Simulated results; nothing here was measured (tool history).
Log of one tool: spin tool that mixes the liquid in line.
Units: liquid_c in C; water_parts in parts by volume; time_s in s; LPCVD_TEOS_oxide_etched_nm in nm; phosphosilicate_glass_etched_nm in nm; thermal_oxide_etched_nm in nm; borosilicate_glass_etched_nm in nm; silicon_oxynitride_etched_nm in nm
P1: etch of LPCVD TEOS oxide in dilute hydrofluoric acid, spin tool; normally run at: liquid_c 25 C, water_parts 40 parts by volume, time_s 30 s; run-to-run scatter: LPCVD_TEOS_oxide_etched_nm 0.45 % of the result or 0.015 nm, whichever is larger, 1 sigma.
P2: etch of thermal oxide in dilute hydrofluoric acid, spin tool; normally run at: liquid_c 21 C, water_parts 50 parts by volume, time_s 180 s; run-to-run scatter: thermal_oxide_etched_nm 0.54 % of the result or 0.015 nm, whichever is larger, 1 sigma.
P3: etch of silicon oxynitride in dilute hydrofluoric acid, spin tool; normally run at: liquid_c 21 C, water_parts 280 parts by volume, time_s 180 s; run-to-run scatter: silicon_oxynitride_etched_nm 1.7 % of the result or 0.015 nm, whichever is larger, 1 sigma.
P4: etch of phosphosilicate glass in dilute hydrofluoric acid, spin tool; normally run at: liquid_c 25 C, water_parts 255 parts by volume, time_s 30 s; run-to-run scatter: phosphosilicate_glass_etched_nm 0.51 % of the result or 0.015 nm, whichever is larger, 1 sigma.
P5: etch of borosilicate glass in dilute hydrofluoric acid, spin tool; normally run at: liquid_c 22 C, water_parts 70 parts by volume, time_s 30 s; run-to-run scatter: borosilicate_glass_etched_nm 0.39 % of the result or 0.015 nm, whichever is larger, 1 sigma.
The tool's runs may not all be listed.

run,hour,process,liquid_c,water_parts,time_s,LPCVD_TEOS_oxide_etched_nm,phosphosilicate_glass_etched_nm,thermal_oxide_etched_nm,borosilicate_glass_etched_nm,silicon_oxynitride_etched_nm
1,7.9,P1,25,40,30,28.431,,,,
2,17,P1,25,40,55,52.032,,,,
3,30.9,P4,25,255,30,,16.185,,,
4,39.9,P4,25,255,15,,8.1245,,,
5,56.6,P1,30.5,70,30,19.447,,,,
6,65.1,P2,21,50,180,,,16.029,,
7,79.4,P5,29.5,70,30,,,,21.818,
8,91.1,P1,25,40,30,28.484,,,,
9,107.1,P1,20,40,30,23.065,,,,
10,116.9,P1,25,40,30,28.454,,,,
11,126.3,P5,22,70,55,,,,30.005,
12,134.7,P5,22,110,30,,,,9.8253,
13,143.4,P3,21,280,25,,,,,0.19203
14,157.5,P2,21,50,365,,,32.332,,
15,169.6,P3,17,280,180,,,,,1.2921
16,186.3,P1,25,40,30,28.636,,,,
17,199.5,P3,21,90,180,,,,,5.6391
18,214.5,P1,25,40,30,28.465,,,,
19,229.1,P1,25,70,30,15.741,,,,
20,238.6,P4,32.5,255,30,,20.832,,,
21,249.3,P2,21,50,180,,,15.999,,
22,258.4,P1,25,40,30,28.226,,,,
23,274.1,P2,17,50,180,,,13.539,,
24,286.9,P3,21,280,180,,,,,1.5373
25,298.2,P5,22,70,30,,,,16.316,
26,310.9,P1,20,25,30,37.717,,,,
27,322.8,P1,25,20,30,58.031,,,,
28,337.4,P1,25,40,15,14.245,,,,
29,344.6,P2,21,20,180,,,41.664,,
30,355,P4,25,350,30,,10.778,,,
31,369.1,P1,25,25,15,23.17,,,,
32,380.3,P1,31.5,40,30,36.709,,,,
33,388.3,P1,25,40,30,28.614,,,,
34,402.7,P1,25,40,30,29.608,,,,
35,411.1,P1,25,40,30,30.27,,,,
36,420.9,P1,25,40,30,30.803,,,,
37,435.6,P1,25,40,30,31.037,,,,
38,448.9,P1,25,40,30,31.05,,,,
39,456.1,P1,25,40,30,31.085,,,,
40,465.3,P1,25,40,30,31.19,,,,
41,474.4,P1,25,40,30,31.431,,,,
42,488.9,P1,25,40,30,31.563,,,,
43,504.5,P1,25,40,30,31.477,,,,

What P1 gives has crept away from where it was. These 2 causes fit the log equally well, each at the size given:
A: liquid hotter than its thermometer reads (K) = 2.43
B: hydrofluoric acid flow above the setpoint (%) = 9.85
The creep began at about hour 388.3.

4 check runs are offered, each on 2 wafers whose results are averaged, their results left as question marks. Which one tells the causes apart?
check 1,520.1,P5,22,70,30,,,,?,
check 2,520.1,P3,21,280,180,,,,,?
check 3,520.1,P4,25,255,30,,?,,,
check 4,520.1,P2,21,50,180,,,?,,

What each check would give under each cause:
check,result,if A,if B
check 1,borosilicate_glass_etched_nm,17.948,17.995
check 2,silicon_oxynitride_etched_nm,1.7112,1.7179
check 3,phosphosilicate_glass_etched_nm,17.622,18.223
check 4,thermal_oxide_etched_nm,17.638,17.602
How far apart the two closest causes lie, in the result that separates them most: check 1 0.26 %; check 2 0.39 %; check 3 3.35 %; check 4 0.2 %
Only check 3 tells the causes apart: in the others they would give nearly the same result.

Then check 3 was run and gave: phosphosilicate_glass_etched_nm 18.261 nm. Which cause is it?

It is B: hydrofluoric acid flow above the setpoint (%).

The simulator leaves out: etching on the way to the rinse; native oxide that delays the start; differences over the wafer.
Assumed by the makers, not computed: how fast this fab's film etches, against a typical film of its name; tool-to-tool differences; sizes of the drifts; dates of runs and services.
